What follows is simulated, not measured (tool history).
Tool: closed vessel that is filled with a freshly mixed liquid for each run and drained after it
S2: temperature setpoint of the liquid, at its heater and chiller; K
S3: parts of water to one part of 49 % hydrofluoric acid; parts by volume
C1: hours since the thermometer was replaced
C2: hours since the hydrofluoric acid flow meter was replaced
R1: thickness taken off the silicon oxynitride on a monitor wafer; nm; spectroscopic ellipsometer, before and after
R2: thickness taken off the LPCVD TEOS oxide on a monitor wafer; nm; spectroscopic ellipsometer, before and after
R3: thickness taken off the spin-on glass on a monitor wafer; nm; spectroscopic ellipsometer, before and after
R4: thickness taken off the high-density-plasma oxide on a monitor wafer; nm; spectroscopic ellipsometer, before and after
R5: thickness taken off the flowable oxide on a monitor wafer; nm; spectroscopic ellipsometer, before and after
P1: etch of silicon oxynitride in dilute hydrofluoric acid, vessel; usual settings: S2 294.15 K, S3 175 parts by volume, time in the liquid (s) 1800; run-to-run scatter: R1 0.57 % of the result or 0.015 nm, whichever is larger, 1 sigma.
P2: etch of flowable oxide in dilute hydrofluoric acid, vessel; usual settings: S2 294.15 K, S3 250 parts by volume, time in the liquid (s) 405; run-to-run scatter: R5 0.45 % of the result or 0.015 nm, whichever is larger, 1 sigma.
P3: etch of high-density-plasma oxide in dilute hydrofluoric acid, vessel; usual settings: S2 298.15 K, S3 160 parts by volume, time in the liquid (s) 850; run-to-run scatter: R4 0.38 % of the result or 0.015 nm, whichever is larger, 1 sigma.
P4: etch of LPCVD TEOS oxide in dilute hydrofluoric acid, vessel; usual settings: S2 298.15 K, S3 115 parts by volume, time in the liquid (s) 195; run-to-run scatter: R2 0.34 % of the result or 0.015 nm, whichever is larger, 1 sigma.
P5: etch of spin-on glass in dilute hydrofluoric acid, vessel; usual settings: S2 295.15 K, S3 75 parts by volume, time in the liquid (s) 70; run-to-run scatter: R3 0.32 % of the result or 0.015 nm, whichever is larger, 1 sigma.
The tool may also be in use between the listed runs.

run 1 hour=7.2 | process_that_ran=P1 S2=294.15 S3=175 time_in_the_liquid_(s)=1800 | C1=724.5 C2=96.3 | R1=17.9860
run 2 hour=15.7 | process_that_ran=P1 S2=294.15 S3=175 time_in_the_liquid_(s)=225 | C1=733.0 C2=104.8 | R1=2.2561
run 3 hour=25.9 | process_that_ran=P4 S2=298.15 S3=115 time_in_the_liquid_(s)=195 | C1=743.2 C2=115.0 | R2=46.957
run 4 hour=33.6 | process_that_ran=P5 S2=295.15 S3=20 time_in_the_liquid_(s)=70 | C1=750.9 C2=122.7 | R3=125.410
run 5 hour=40.1 | process_that_ran=P5 S2=295.15 S3=75 time_in_the_liquid_(s)=70 | C1=757.4 C2=129.2 | R3=31.304
run 6 hour=48.6 | process_that_ran=P4 S2=298.15 S3=115 time_in_the_liquid_(s)=50 | C1=765.9 C2=137.7 | R2=12.089
run 7 hour=53.8 | process_that_ran=P3 S2=298.15 S3=160 time_in_the_liquid_(s)=850 | C1=771.1 C2=142.9 | R4=53.334
run 8 hour=60.5 | process_that_ran=P1 S2=294.15 S3=175 time_in_the_liquid_(s)=1800 | C1=777.8 C2=149.6 | R1=17.9670
run 9 hour=68.7 | process_that_ran=P2 S2=294.15 S3=250 time_in_the_liquid_(s)=755 | C1=786.0 C2=157.8 | R5=96.947
run 10 hour=78.5 | process_that_ran=P1 S2=294.15 S3=175 time_in_the_liquid_(s)=2840 | C1=795.8 C2=167.6 | R1=28.3500
run 11 hour=84.0 | process_that_ran=P1 S2=294.15 S3=175 time_in_the_liquid_(s)=1800 | C1=801.3 C2=173.1 | R1=17.8410
run 12 hour=91.3 | process_that_ran=P1 S2=294.15 S3=75 time_in_the_liquid_(s)=1800 | C1=808.6 C2=180.4 | R1=44.6640
run 13 hour=98.5 | process_that_ran=P5 S2=295.15 S3=75 time_in_the_liquid_(s)=30 | C1=815.8 C2=187.6 | R3=13.395
run 14 hour=110.2 | process_that_ran=P1 S2=300.15 S3=175 time_in_the_liquid_(s)=1800 | C1=827.5 C2=199.3 | R1=23.5370
run 15 hour=118.7 | process_that_ran=P3 S2=303.65 S3=160 time_in_the_liquid_(s)=850 | C1=836.0 C2=207.8 | R4=64.975
run 16 hour=125.4 | process_that_ran=P2 S2=294.15 S3=355 time_in_the_liquid_(s)=405 | C1=842.7 C2=214.5 | R5=33.059
run 17 hour=137.6 | process_that_ran=P1 S2=290.15 S3=175 time_in_the_liquid_(s)=1800 | C1=854.9 C2=226.7 | R1=14.9060
run 18 hour=148.4 | process_that_ran=P4 S2=298.15 S3=20 time_in_the_liquid_(s)=195 | C1=865.7 C2=237.5 | R2=308.390
run 19 hour=156.9 | process_that_ran=P3 S2=298.15 S3=45 time_in_the_liquid_(s)=850 | C1=874.2 C2=246.0 | R4=220.520
run 20 hour=165.8 | process_that_ran=P1 S2=294.15 S3=175 time_in_the_liquid_(s)=1800 | C1=883.1 C2=254.9 | R1=17.9880
run 21 hour=176.4 | process_that_ran=P1 S2=294.15 S3=175 time_in_the_liquid_(s)=1800 | C1=893.7 C2=265.5 | R1=18.1150
run 22 hour=184.4 | process_that_ran=P2 S2=301.15 S3=250 time_in_the_liquid_(s)=405 | C1=901.7 C2=273.5 | R5=66.766
run 23 hour=193.7 | process_that_ran=P3 S2=298.15 S3=160 time_in_the_liquid_(s)=170 | C1=911.0 C2=282.8 | R4=10.760
run 24 hour=201.4 | process_that_ran=P1 S2=294.15 S3=275 time_in_the_liquid_(s)=1800 | C1=918.7 C2=290.5 | R1=10.6850
run 25 hour=211.4 | process_that_ran=P1 S2=294.15 S3=175 time_in_the_liquid_(s)=1800 | C1=928.7 C2=300.5 | R1=17.8140
run 26 hour=219.3 | process_that_ran=P1 S2=301.65 S3=175 time_in_the_liquid_(s)=490 | C1=936.6 C2=308.4 | R1=6.8565
run 27 hour=227.1 | process_that_ran=P1 S2=294.15 S3=175 time_in_the_liquid_(s)=1800 | C1=944.4 C2=316.2 | R1=17.9510
run 28 hour=235.7 | process_that_ran=P4 S2=292.65 S3=115 time_in_the_liquid_(s)=195 | C1=953.0 C2=324.8 | R2=37.842
run 29 hour=245.7 | process_that_ran=P1 S2=299.15 S3=290 time_in_the_liquid_(s)=1800 | C1=963.0 C2=334.8 | R1=12.3820
run 30 hour=257.3 | process_that_ran=P2 S2=294.15 S3=250 time_in_the_liquid_(s)=405 | C1=974.6 C2=346.4 | R5=52.285
run 31 hour=267.6 | process_that_ran=P5 S2=301.65 S3=75 time_in_the_liquid_(s)=70 | C1=984.9 C2=356.7 | R3=40.675
run 32 hour=276.5 | process_that_ran=P1 S2=297.65 S3=70 time_in_the_liquid_(s)=1800 | C1=993.8 C2=365.6 | R1=56.9070
run 33 hour=287.7 | process_that_ran=P1 S2=294.15 S3=175 time_in_the_liquid_(s)=1800 | C1=1005.0 C2=376.8 | R1=17.9980
run 34 hour=297.8 | process_that_ran=P1 S2=294.15 S3=175 time_in_the_liquid_(s)=1800 | C1=1015.1 C2=386.9 | R1=19.1270
run 35 hour=309.5 | process_that_ran=P1 S2=294.15 S3=175 time_in_the_liquid_(s)=1800 | C1=1026.8 C2=398.6 | R1=19.5930
run 36 hour=321.1 | process_that_ran=P1 S2=294.15 S3=175 time_in_the_liquid_(s)=1800 | C1=1038.4 C2=410.2 | R1=19.9660
run 37 hour=326.6 | process_that_ran=P1 S2=294.15 S3=175 time_in_the_liquid_(s)=1800 | C1=1043.9 C2=415.7 | R1=19.9150
run 38 hour=336.6 | process_that_ran=P1 S2=294.15 S3=175 time_in_the_liquid_(s)=1800 | C1=1053.9 C2=425.7 | R1=19.8360
run 39 hour=346.7 | process_that_ran=P1 S2=294.15 S3=175 time_in_the_liquid_(s)=1800 | C1=1064.0 C2=435.8 | R1=19.8810
run 40 hour=355.8 | process_that_ran=P1 S2=294.15 S3=175 time_in_the_liquid_(s)=1800 | C1=1073.1 C2=444.9 | R1=20.0320

What P1 gives has crept away from where it was. These 2 causes fit the log equally well, each at the size given:
A: liquid hotter than its thermometer reads (K) = 2.36
B: hydrofluoric acid flow above the setpoint (%) = 10.2
The creep began at about hour 287.7.

4 check runs are offered, one wafer each, their results left as question marks. Which one tells the causes apart?
run check 1 hour=364.9 | process_that_ran=P4 S2=298.15 S3=25 time_in_the_liquid_(s)=70 | R2=?
run check 2 hour=364.9 | process_that_ran=P2 S2=301.15 S3=250 time_in_the_liquid_(s)=625 | R5=?
run check 3 hour=364.9 | process_that_ran=P3 S2=298.15 S3=50 time_in_the_liquid_(s)=455 | R4=?
run check 4 hour=364.9 | process_that_ran=P5 S2=295.15 S3=20 time_in_the_liquid_(s)=45 | R3=?

What each check would give under each cause:
check=check_1 result=R2 if_A=96.351 if_B=96.596
check=check_2 result=R5 if_A=111.380 if_B=116.360
check=check_3 result=R4 if_A=115.740 if_B=116.670
check=check_4 result=R3 if_A=89.201 if_B=89.131
How far apart the two closest causes lie, in the result that separates them most: check 1 0.25 %; check 2 4.37 %; check 3 0.8 %; check 4 0.08 %
Check 2 tells the causes apart: in the others they would give nearly the same result.

Then check 2 was run and gave: R5 110.860 nm. Which cause is it?

It is A: liquid hotter than its thermometer reads (K).
